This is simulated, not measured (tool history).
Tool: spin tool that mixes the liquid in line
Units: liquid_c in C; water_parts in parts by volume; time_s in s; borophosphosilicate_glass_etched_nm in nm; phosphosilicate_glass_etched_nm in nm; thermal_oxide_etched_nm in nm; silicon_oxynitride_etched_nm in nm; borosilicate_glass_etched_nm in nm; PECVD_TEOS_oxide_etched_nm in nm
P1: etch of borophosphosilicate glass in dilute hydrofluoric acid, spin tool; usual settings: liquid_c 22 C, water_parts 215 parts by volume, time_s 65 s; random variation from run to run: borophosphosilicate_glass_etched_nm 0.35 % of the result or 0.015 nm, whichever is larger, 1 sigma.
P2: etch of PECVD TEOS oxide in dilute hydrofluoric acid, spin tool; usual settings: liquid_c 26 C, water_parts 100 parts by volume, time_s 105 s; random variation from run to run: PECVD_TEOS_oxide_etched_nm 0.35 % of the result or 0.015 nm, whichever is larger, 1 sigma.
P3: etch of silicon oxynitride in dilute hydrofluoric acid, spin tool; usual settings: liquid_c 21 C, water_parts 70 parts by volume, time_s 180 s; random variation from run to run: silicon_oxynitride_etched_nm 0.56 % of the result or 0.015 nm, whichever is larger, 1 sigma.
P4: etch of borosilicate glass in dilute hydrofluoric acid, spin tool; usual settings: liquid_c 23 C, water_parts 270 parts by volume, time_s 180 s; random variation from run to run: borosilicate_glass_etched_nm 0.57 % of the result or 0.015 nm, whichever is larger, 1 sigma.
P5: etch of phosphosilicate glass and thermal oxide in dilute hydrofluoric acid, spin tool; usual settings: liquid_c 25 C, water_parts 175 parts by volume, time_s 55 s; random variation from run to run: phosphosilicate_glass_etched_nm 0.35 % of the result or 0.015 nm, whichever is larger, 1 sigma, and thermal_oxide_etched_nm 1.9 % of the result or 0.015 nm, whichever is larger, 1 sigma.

| run | day | process | liquid_c | water_parts | time_s | borophosphosilicate_glass_etched_nm | phosphosilicate_glass_etched_nm | thermal_oxide_etched_nm | silicon_oxynitride_etched_nm | borosilicate_glass_etched_nm | PECVD_TEOS_oxide_etched_nm |
|---|---|---|---|---|---|---|---|---|---|---|---|
| 1 | 0.608 | P1 | 22 | 215 | 65 | 16.964 |  |  |  |  |  |
| 2 | 1.058 | P1 | 22 | 215 | 65 | 16.923 |  |  |  |  |  |
| 3 | 1.362 | P5 | 25 | 315 | 55 |  | 9.7865 | 0.77011 |  |  |  |
| 4 | 1.908 | P3 | 17 | 70 | 180 |  |  |  | 3.1967 |  |  |
| 5 | 2.358 | P4 | 23 | 270 | 180 |  |  |  |  | 17.084 |  |
| 6 | 2.95 | P5 | 25 | 175 | 55 |  | 20.492 | 1.5844 |  |  |  |
| 7 | 3.412 | P4 | 17 | 270 | 180 |  |  |  |  | 13.642 |  |
| 8 | 3.871 | P1 | 17 | 215 | 65 | 14.108 |  |  |  |  |  |
| 9 | 4.179 | P1 | 22 | 40 | 65 | 112.1 |  |  |  |  |  |
| 10 | 4.629 | P2 | 26 | 100 | 200 |  |  |  |  |  | 25.467 |
| 11 | 4.992 | P1 | 17 | 300 | 65 | 9.3503 |  |  |  |  |  |
| 12 | 5.338 | P1 | 22 | 215 | 65 | 17.086 |  |  |  |  |  |
| 13 | 5.675 | P3 | 21 | 70 | 15 |  |  |  | 0.32502 |  |  |
| 14 | 6.238 | P2 | 26 | 100 | 105 |  |  |  |  |  | 13.405 |
| 15 | 6.529 | P1 | 22 | 215 | 125 | 33.057 |  |  |  |  |  |
| 16 | 6.842 | P4 | 23 | 270 | 15 |  |  |  |  | 1.3925 |  |
| 17 | 7.258 | P2 | 26 | 100 | 105 |  |  |  |  |  | 13.337 |
| 18 | 7.729 | P5 | 25 | 175 | 15 |  | 5.542 | 0.41915 |  |  |  |

The next listed run, before its measurement:
| 19 | 8.283 | P3 | 21 | 70 | 180 |  |  |  | ? |  |  |

Run 19 gave silicon_oxynitride_etched_nm 3.9041 nm.
